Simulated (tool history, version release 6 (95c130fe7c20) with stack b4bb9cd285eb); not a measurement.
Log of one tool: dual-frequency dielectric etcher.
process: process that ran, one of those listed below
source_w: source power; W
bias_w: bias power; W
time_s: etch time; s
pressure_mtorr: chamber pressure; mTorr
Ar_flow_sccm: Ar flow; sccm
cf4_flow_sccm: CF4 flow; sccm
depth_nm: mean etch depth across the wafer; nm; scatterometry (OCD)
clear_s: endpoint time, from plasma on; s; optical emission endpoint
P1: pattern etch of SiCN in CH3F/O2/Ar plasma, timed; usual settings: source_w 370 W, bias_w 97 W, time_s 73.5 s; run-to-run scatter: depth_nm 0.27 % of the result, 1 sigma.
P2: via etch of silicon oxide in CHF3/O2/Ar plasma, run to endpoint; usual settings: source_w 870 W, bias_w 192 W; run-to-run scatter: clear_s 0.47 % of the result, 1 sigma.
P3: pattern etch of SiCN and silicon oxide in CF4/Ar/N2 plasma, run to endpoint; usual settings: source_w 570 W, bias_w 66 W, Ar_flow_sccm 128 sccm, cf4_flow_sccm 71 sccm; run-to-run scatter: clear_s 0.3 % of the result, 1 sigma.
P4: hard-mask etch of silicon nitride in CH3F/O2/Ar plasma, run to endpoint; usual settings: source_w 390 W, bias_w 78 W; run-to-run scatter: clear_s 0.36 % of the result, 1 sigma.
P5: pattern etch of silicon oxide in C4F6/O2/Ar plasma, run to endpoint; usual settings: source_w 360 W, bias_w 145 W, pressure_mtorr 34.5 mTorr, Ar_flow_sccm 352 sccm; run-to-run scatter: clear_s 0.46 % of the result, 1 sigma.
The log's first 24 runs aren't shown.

| run | day | process | source_w | bias_w | time_s | pressure_mtorr | Ar_flow_sccm | cf4_flow_sccm | hours since the last wet clean | hours since the last source power generator calibration | hours since the last bias power generator calibration | depth_nm | clear_s |
|---|---|---|---|---|---|---|---|---|---|---|---|---|---|
| 25 | 13.404 | P1 | 440 | 97 | 73.5 |  |  |  | 111.6 | 583.9 | 2769.6 | 31.992 |  |
| 26 | 13.975 | P1 | 370 | 97 | 73.5 |  |  |  | 125.3 | 597.6 | 2783.3 | 30.066 |  |
| 27 | 14.621 | P1 | 370 | 97 | 73.5 |  |  |  | 140.8 | 613.1 | 2798.8 | 29.921 |  |
| 28 | 14.992 | P1 | 370 | 97 | 73.5 |  |  |  | 149.7 | 622.0 | 2807.7 | 29.928 |  |
| 29 | 15.700 | P5 | 360 | 145 |  | 34.5 | 352 |  | 166.7 | 639.0 | 2824.7 |  | 14.072 |
| 30 | 16.054 | P3 | 570 | 66 |  |  | 128 | 71 | 175.2 | 647.5 | 2833.2 |  | 16.924 |
| 31 | 16.683 | P4 | 390 | 78 |  |  |  |  | 190.3 | 662.6 | 2848.3 |  | 80.872 |
| 32 | 17.158 | P5 | 360 | 145 |  | 41.5 | 352 |  | 201.7 | 674.0 | 2859.7 |  | 14.482 |
| 33 | 17.504 | P1 | 370 | 97 | 73.5 |  |  |  | 210.0 | 682.3 | 2868.0 | 30.031 |  |
| 34 | 17.833 | P1 | 370 | 97 | 73.5 |  |  |  | 217.9 | 690.2 | 2875.9 | 30.097 |  |
| 35 | 18.250 | P1 | 370 | 97 | 73.5 |  |  |  | 227.9 | 700.2 | 2885.9 | 30.207 |  |
|  | 18.612 | wet clean of the chamber |
| 36 | 18.792 | P1 | 370 | 97 | 73.5 |  |  |  | 4.4 | 713.2 | 2898.9 | 30.203 |  |
| 37 | 19.133 | P1 | 370 | 97 | 73.5 |  |  |  | 12.6 | 721.4 | 2907.1 | 30.356 |  |
| 38 | 19.454 | P1 | 370 | 97 | 73.5 |  |  |  | 20.3 | 729.1 | 2914.8 | 30.179 |  |

The next listed run, before its measurement:
| 39 | 19.875 | P1 | 370 | 97 | 73.5 |  |  |  | 30.4 | 739.2 | 2924.9 | ? |  |

{"run 39": {"depth_nm": 30.383}}

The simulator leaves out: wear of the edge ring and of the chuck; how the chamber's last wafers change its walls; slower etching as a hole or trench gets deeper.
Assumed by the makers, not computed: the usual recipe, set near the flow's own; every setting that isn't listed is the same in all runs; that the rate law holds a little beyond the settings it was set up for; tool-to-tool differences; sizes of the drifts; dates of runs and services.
